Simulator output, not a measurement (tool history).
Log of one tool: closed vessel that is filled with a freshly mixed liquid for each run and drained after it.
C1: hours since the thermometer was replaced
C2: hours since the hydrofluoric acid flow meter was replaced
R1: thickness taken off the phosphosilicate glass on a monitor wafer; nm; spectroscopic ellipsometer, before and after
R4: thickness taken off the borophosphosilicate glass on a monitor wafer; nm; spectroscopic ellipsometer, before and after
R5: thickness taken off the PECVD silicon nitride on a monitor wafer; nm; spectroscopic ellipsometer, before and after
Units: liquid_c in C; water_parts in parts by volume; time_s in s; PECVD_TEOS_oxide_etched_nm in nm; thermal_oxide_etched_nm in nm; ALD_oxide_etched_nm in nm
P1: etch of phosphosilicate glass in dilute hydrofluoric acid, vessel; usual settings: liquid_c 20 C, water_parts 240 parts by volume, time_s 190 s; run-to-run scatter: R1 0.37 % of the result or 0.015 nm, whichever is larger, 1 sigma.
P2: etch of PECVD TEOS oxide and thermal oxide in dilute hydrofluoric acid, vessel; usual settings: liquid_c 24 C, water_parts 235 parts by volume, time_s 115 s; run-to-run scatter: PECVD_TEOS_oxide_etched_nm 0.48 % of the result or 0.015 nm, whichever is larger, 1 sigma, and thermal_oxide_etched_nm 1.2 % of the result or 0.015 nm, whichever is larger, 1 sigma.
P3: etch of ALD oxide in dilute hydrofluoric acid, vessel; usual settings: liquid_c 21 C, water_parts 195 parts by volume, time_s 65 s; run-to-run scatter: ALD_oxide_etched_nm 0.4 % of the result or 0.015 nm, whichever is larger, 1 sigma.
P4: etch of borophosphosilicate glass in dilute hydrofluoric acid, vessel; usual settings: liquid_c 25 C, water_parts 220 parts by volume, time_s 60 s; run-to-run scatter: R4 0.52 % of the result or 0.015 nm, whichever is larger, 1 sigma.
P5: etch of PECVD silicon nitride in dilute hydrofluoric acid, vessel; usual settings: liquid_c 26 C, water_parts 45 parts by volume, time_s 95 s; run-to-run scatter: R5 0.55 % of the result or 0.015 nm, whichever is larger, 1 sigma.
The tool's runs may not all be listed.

Run 1, hour 13.7: process P1, liquid_c 20 C, water_parts 240 parts by volume, time_s 190 s; C1 1181.5; C2 135.5. Result: R1 56.532 nm.
Run 2, hour 22.6: process P1, liquid_c 27.5 C, water_parts 240 parts by volume, time_s 190 s; C1 1190.4; C2 144.4. Result: R1 74.566 nm.
Run 3, hour 32.5: process P2, liquid_c 24 C, water_parts 235 parts by volume, time_s 35 s; C1 1200.3; C2 154.3. Result: PECVD_TEOS_oxide_etched_nm 1.3901 nm, thermal_oxide_etched_nm 0.57744 nm.
Run 4, hour 47.1: process P2, liquid_c 24 C, water_parts 235 parts by volume, time_s 115 s; C1 1214.9; C2 168.9. Result: PECVD_TEOS_oxide_etched_nm 4.5146 nm, thermal_oxide_etched_nm 1.9564 nm.
Run 5, hour 63.5: process P1, liquid_c 27 C, water_parts 140 parts by volume, time_s 190 s; C1 1231.3; C2 185.3. Result: R1 141.99 nm.
Run 6, hour 75: process P4, liquid_c 25 C, water_parts 220 parts by volume, time_s 60 s; C1 1242.8; C2 196.8. Result: R4 11.376 nm.
Run 7, hour 88.3: process P5, liquid_c 21.5 C, water_parts 45 parts by volume, time_s 95 s; C1 1256.1; C2 210.1. Result: R5 2.9213 nm.
Run 8, hour 106.8: process P5, liquid_c 26 C, water_parts 75 parts by volume, time_s 95 s; C1 1274.6; C2 228.6. Result: R5 2.3926 nm.
Run 9, hour 121: process P1, liquid_c 20 C, water_parts 240 parts by volume, time_s 190 s; C1 1288.8; C2 242.8. Result: R1 56.683 nm.
Run 10, hour 131.8: process P3, liquid_c 28.5 C, water_parts 195 parts by volume, time_s 65 s; C1 1299.6; C2 253.6. Result: ALD_oxide_etched_nm 9.4689 nm.
Run 11, hour 144.3: process P3, liquid_c 21 C, water_parts 360 parts by volume, time_s 65 s; C1 1312.1; C2 266.1. Result: ALD_oxide_etched_nm 3.353 nm.
Run 12, hour 162.7: process P1, liquid_c 20 C, water_parts 375 parts by volume, time_s 190 s; C1 1330.5; C2 284.5. Result: R1 32.569 nm.
Run 13, hour 175.3: process P4, liquid_c 25 C, water_parts 220 parts by volume, time_s 30 s; C1 1343.1; C2 297.1. Result: R4 5.7323 nm.
Run 14, hour 190.2: process P5, liquid_c 26 C, water_parts 45 parts by volume, time_s 95 s; C1 1358; C2 312. Result: R5 3.9966 nm.
Run 15, hour 208.4: process P3, liquid_c 21 C, water_parts 195 parts by volume, time_s 65 s; C1 1376.2; C2 330.2. Result: ALD_oxide_etched_nm 7.1028 nm.
Run 16, hour 217.6: process P1, liquid_c 20 C, water_parts 240 parts by volume, time_s 190 s; C1 1385.4; C2 339.4. Result: R1 56.939 nm.
Run 17, hour 229: process P2, liquid_c 24 C, water_parts 90 parts by volume, time_s 115 s; C1 1396.8; C2 350.8. Result: PECVD_TEOS_oxide_etched_nm 13.893 nm, thermal_oxide_etched_nm 5.8656 nm.
Run 18, hour 244.2: process P1, liquid_c 20 C, water_parts 95 parts by volume, time_s 190 s; C1 1412; C2 366. Result: R1 167.26 nm.
Run 19, hour 256.6: process P1, liquid_c 20 C, water_parts 240 parts by volume, time_s 190 s; C1 1424.4; C2 378.4. Result: R1 57.078 nm.
Run 20, hour 274.1: process P1, liquid_c 20 C, water_parts 240 parts by volume, time_s 50 s; C1 1441.9; C2 395.9. Result: R1 15.01 nm.
Run 21, hour 292.3: process P3, liquid_c 21 C, water_parts 195 parts by volume, time_s 30 s; C1 1460.1; C2 414.1. Result: ALD_oxide_etched_nm 3.3331 nm.
At hour 308.2: thermometer replaced.
Run 22, hour 311: process P1, liquid_c 20 C, water_parts 240 parts by volume, time_s 190 s; C1 2.9; C2 432.8. Result: R1 56.85 nm.
Run 23, hour 320.2: process P2, liquid_c 31 C, water_parts 235 parts by volume, time_s 115 s; C1 12.1; C2 442. Result: PECVD_TEOS_oxide_etched_nm 5.7587 nm, thermal_oxide_etched_nm 2.4909 nm.
Run 24, hour 335.2: process P4, liquid_c 25 C, water_parts 345 parts by volume, time_s 60 s; C1 27.1; C2 457. Result: R4 6.3405 nm.
Run 25, hour 344.6: process P4, liquid_c 17 C, water_parts 220 parts by volume, time_s 60 s; C1 36.5; C2 466.4. Result: R4 8.3947 nm.
Run 26, hour 361: process P5, liquid_c 26 C, water_parts 45 parts by volume, time_s 30 s; C1 52.9; C2 482.8. Result: R5 1.246 nm.
Run 27, hour 374.1: process P1, liquid_c 17 C, water_parts 240 parts by volume, time_s 190 s; C1 66; C2 495.9. Result: R1 50.891 nm.
Run 28, hour 387.2: process P1, liquid_c 20 C, water_parts 240 parts by volume, time_s 275 s; C1 79.1; C2 509. Result: R1 82.91 nm.
Run 29, hour 404.6: process P1, liquid_c 20 C, water_parts 240 parts by volume, time_s 190 s; C1 96.5; C2 526.4. Result: R1 57.082 nm.
Run 30, hour 418.1: process P1, liquid_c 20 C, water_parts 240 parts by volume, time_s 190 s; C1 110; C2 539.9. Result: R1 55.153 nm.
Run 31, hour 436.3: process P1, liquid_c 20 C, water_parts 240 parts by volume, time_s 190 s; C1 128.2; C2 558.1. Result: R1 53.519 nm.
Run 32, hour 448.4: process P1, liquid_c 20 C, water_parts 240 parts by volume, time_s 190 s; C1 140.3; C2 570.2. Result: R1 53.52 nm.
Run 33, hour 459.2: process P1, liquid_c 20 C, water_parts 240 parts by volume, time_s 190 s; C1 151.1; C2 581. Result: R1 53.066 nm.
Run 34, hour 472: process P1, liquid_c 20 C, water_parts 240 parts by volume, time_s 190 s; C1 163.9; C2 593.8. Result: R1 52.995 nm.
Run 35, hour 481: process P1, liquid_c 20 C, water_parts 240 parts by volume, time_s 190 s; C1 172.9; C2 602.8. Result: R1 52.892 nm.
Run 36, hour 490.6: process P1, liquid_c 20 C, water_parts 240 parts by volume, time_s 190 s; C1 182.5; C2 612.4. Result: R1 52.412 nm.
Run 37, hour 506.5: process P1, liquid_c 20 C, water_parts 240 parts by volume, time_s 190 s; C1 198.4; C2 628.3. Result: R1 52.502 nm.
Run 38, hour 520.6: process P1, liquid_c 20 C, water_parts 240 parts by volume, time_s 190 s; C1 212.5; C2 642.4. Result: R1 52.256 nm.

What P1 gives has crept away from where it was. These 2 causes fit the log equally well, each at the size given:
A: liquid colder than its thermometer reads (K) = 2.09
B: hydrofluoric acid flow below the setpoint (%) = 6.25
The creep began at about hour 404.6.

4 check runs are offered, one wafer each, their results left as question marks. Which one tells the causes apart?
Run check 1, hour 534.7: process P3, liquid_c 21 C, water_parts 195 parts by volume, time_s 65 s. Result: ALD_oxide_etched_nm ?.
Run check 2, hour 534.7: process P2, liquid_c 24 C, water_parts 235 parts by volume, time_s 115 s. Result: PECVD_TEOS_oxide_etched_nm ?, thermal_oxide_etched_nm ?.
Run check 3, hour 534.7: process P5, liquid_c 26 C, water_parts 45 parts by volume, time_s 95 s. Result: R5 ?.
Run check 4, hour 534.7: process P4, liquid_c 25 C, water_parts 220 parts by volume, time_s 60 s. Result: R4 ?.

What each check would give under each cause:
  check                      result    if A    if B
check 1         ALD_oxide_etched_nm  6.6079  6.6305
check 2  PECVD_TEOS_oxide_etched_nm  4.1975  4.1799
check 2     thermal_oxide_etched_nm    1.83  1.8224
check 3                          R5   3.478  3.7564
check 4                          R4  10.579  10.537
How far apart the two closest causes lie, in the result that separates them most: check 1 0.34 %; check 2 0.42 %; check 3 7.7 %; check 4 0.39 %
Check 3 tells the causes apart: in the others they would give nearly the same result.

Then check 3 was run and gave: R5 3.4971 nm. Which cause is it?

It is A: liquid colder than its thermometer reads (K).
